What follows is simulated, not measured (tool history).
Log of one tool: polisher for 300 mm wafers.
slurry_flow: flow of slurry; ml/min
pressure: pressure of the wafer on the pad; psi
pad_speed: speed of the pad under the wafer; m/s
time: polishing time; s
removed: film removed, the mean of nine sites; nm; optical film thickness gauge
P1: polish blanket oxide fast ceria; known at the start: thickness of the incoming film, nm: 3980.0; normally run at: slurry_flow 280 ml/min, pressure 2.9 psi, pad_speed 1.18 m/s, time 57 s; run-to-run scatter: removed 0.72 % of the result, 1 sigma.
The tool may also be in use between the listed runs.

run,hour,slurry_flow,pressure,pad_speed,time,wafers polished on this pad,hours since the slurry nozzle was cleaned,hours since the head pressure was calibrated,removed
1,3.8,280,2.9,1.18,57,835,82.8,159.3,907.84
2,7.6,280,2.9,0.56,57,858,86.6,163.1,432.47
3,13.9,170,2.9,1.18,57,897,92.9,169.4,843.41
4,17.6,280,1.3,1.18,57,919,96.6,173.1,405.21
5,21.5,435,2.9,1.74,57,943,100.5,177,1387.1
6,26.2,280,2.9,1.54,57,971,105.2,181.7,1181.3
7,30.1,280,2.9,1.18,38,995,109.1,185.6,605.86
8,35.2,370,2.9,1.18,57,1025,114.2,190.7,928.81
9,40,280,2.9,1.18,57,1055,119,195.5,896.26
10,43.6,420,4.2,1.18,57,1076,122.6,199.1,1355.2
11,48.3,280,4.1,1.18,57,1105,127.3,203.8,1277.2
# hour 48.8: slurry nozzle cleaned
12,53.6,280,2.9,1.18,87,1137,4.9,209.1,1375.4
13,59,280,2.9,1.18,57,1169,10.3,214.5,901.07
14,63,280,3.9,1.18,79,1194,14.3,218.5,1696.1
15,68.2,280,2.9,1.18,57,1225,19.5,223.7,904.52
16,71.9,280,2.9,1.18,57,1248,23.2,227.4,904.73
17,74.9,280,2.9,1.18,57,1266,26.2,230.4,899.46
18,81.2,280,2.9,1.18,57,1304,32.5,236.7,884.61
19,84.4,280,2.9,1.18,57,1323,35.7,239.9,882.6
20,89.5,280,2.9,1.18,57,1354,40.8,245,875.73
21,95.2,280,2.9,1.18,57,1389,46.5,250.7,873.11
22,98.4,280,2.9,1.18,57,1408,49.7,253.9,870.26
# hour 99.1: head pressure recalibrated
23,102.2,280,2.9,1.18,57,1431,53.5,3.2,873.16
24,106.8,280,2.9,1.18,57,1459,58.1,7.8,881.06
25,109.9,280,2.9,1.18,57,1478,61.2,10.9,874.41
26,113,280,2.9,1.18,57,1496,64.3,14,878.94
27,117.8,280,2.9,1.18,57,1525,69.1,18.8,872.7
28,120.8,280,2.9,1.18,57,1543,72.1,21.8,858.77

What P1 gives has crept away from where it was. These 2 causes fit the log equally well, each at the size given:
A: removal rate lost through wear of the pad, % = 3.73
B: slurry flow missing at the pad, % = 28.6
The creep began at about hour 74.9.
Why every other cause is out:
head's pressure below its setpoint, %: serviced at hour 99.1, which brought nothing back

4 check runs are offered, each on 5 wafers whose results are averaged, their results left as question marks. Which one tells the causes apart?
check 1,123.8,170,2.9,1.18,57,,,,?
check 2,123.8,280,1.6,1.18,45,,,,?
check 3,123.8,340,2.9,1.18,57,,,,?
check 4,123.8,280,2.9,0.76,57,,,,?

What each check would give under each cause:
check,result,if A,if B
check 1,removed,817.94,799.59
check 2,removed,378.74,378.72
check 3,removed,884.4,890.08
check 4,removed,560.03,560.01
How far apart the two closest causes lie, in the result that separates them most: check 1 2.27 %; check 2 0 %; check 3 0.64 %; check 4 0 %
Only check 1 tells the causes apart: in the others they would give nearly the same result.

Check 1 was then run and gave: removed 812.65 nm. Which cause is it?

It is A: removal rate lost through wear of the pad, %.
